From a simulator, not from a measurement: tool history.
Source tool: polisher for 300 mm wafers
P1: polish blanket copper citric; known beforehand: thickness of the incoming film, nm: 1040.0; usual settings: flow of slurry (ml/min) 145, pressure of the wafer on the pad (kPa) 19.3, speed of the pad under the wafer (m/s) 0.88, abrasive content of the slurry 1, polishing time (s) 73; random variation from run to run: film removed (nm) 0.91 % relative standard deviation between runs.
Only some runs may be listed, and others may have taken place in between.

run   hour  flow of slurry (ml/min)  pressure of the wafer on the pad (kPa)  speed of the pad under the wafer (m/s)  abrasive content of the slurry  polishing time (s)  wafers polished on this pad  hours since the slurry nozzle was cleaned  hours since the head pressure was calibrated  hours since the slurry blender was calibrated  film removed (nm)
  1    7.9                      145                                    19.3                                    0.88                               1                  73                          562                                      168.2                                         392.9                                           92.4             166.47
  2   14.2                      145                                      29                                    0.88                               1                  73                          632                                      174.5                                         399.2                                           98.7             247.46
      24.5  -- head pressure recalibrated
  3   24.7                      145                                    19.3                                    0.54                               1                  73                          749                                        185                                           0.3                                          109.2             104.23
  4   30.8                      145                                    19.3                                    0.88                               1                  73                          817                                      191.1                                           6.4                                          115.3             164.86
  5     39                      145                                    19.3                                    0.88                               1                  73                          909                                      199.3                                          14.6                                          123.5             163.26
  6   50.3                      145                                    19.3                                    0.88                               1                  49                         1035                                      210.6                                          25.9                                          134.8             111.16
  7   60.5                      145                                      29                                    1.28                               1                  73                         1149                                      220.8                                          36.1                                            145             352.87
  8   69.4                      145                                    19.3                                    0.88                            0.75                  73                         1248                                      229.7                                            45                                          153.9             159.43
  9   77.7                       85                                    19.3                                    0.88                               1                  73                         1341                                        238                                          53.3                                          162.2              149.2
 10   85.1                      145                                    19.3                                    0.88                               1                 112                         1423                                      245.4                                          60.7                                          169.6             256.92
 11   96.5                      180                                    19.3                                    0.88                               1                  73                         1551                                      256.8                                          72.1                                            181             173.68
 12  109.3                      145                                    30.3                                    0.88                               1                  42                         1693                                      269.6                                          84.9                                          193.8             148.02
 13  121.3                      145                                    19.3                                    1.34                               1                  73                         1827                                      281.6                                          96.9                                          205.8             250.79
     126.6  -- slurry nozzle cleaned
 14  127.5                      145                                    19.3                                    0.88                            1.45                  73                         1897                                        0.9                                         103.1                                            212             180.83
 15  139.4                      145                                    19.3                                    0.88                               1                  73                         2029                                       12.8                                           115                                          223.9             163.55
 16  147.2                      145                                    19.3                                    0.88                               1                  73                         2116                                       20.6                                         122.8                                          231.7             164.88
 17  156.1                      145                                       9                                    0.88                               1                  73                         2216                                       29.5                                         131.7                                          240.6             78.849
 18  161.7                      145                                    19.3                                    0.88                               1                  73                         2278                                       35.1                                         137.3                                          246.2             165.99
 19  173.2                      145                                    19.3                                    0.88                               1                  73                         2407                                       46.6                                         148.8                                          257.7              155.3
 20  182.2                      145                                    19.3                                    0.88                               1                  73                         2507                                       55.6                                         157.8                                          266.7             153.36
     188.4  -- head pressure recalibrated
 21  188.5                      145                                    19.3                                    0.88                               1                  73                         2577                                       61.9                                           0.2                                            273             151.46
     190.7  -- slurry blender recalibrated
 22  194.3                      145                                    19.3                                    0.88                               1                  73                         2642                                       67.7                                             6                                            3.6              149.2
 23  203.3                      145                                    19.3                                    0.88                               1                  73                         2743                                       76.7                                            15                                           12.6             150.58

The next listed run, before its measurement:
 24  208.9                      145                                    19.3                                    0.88                               1                  73                         2805                                       82.3                                          20.6                                           18.2                  ?

film removed (nm): 148.38
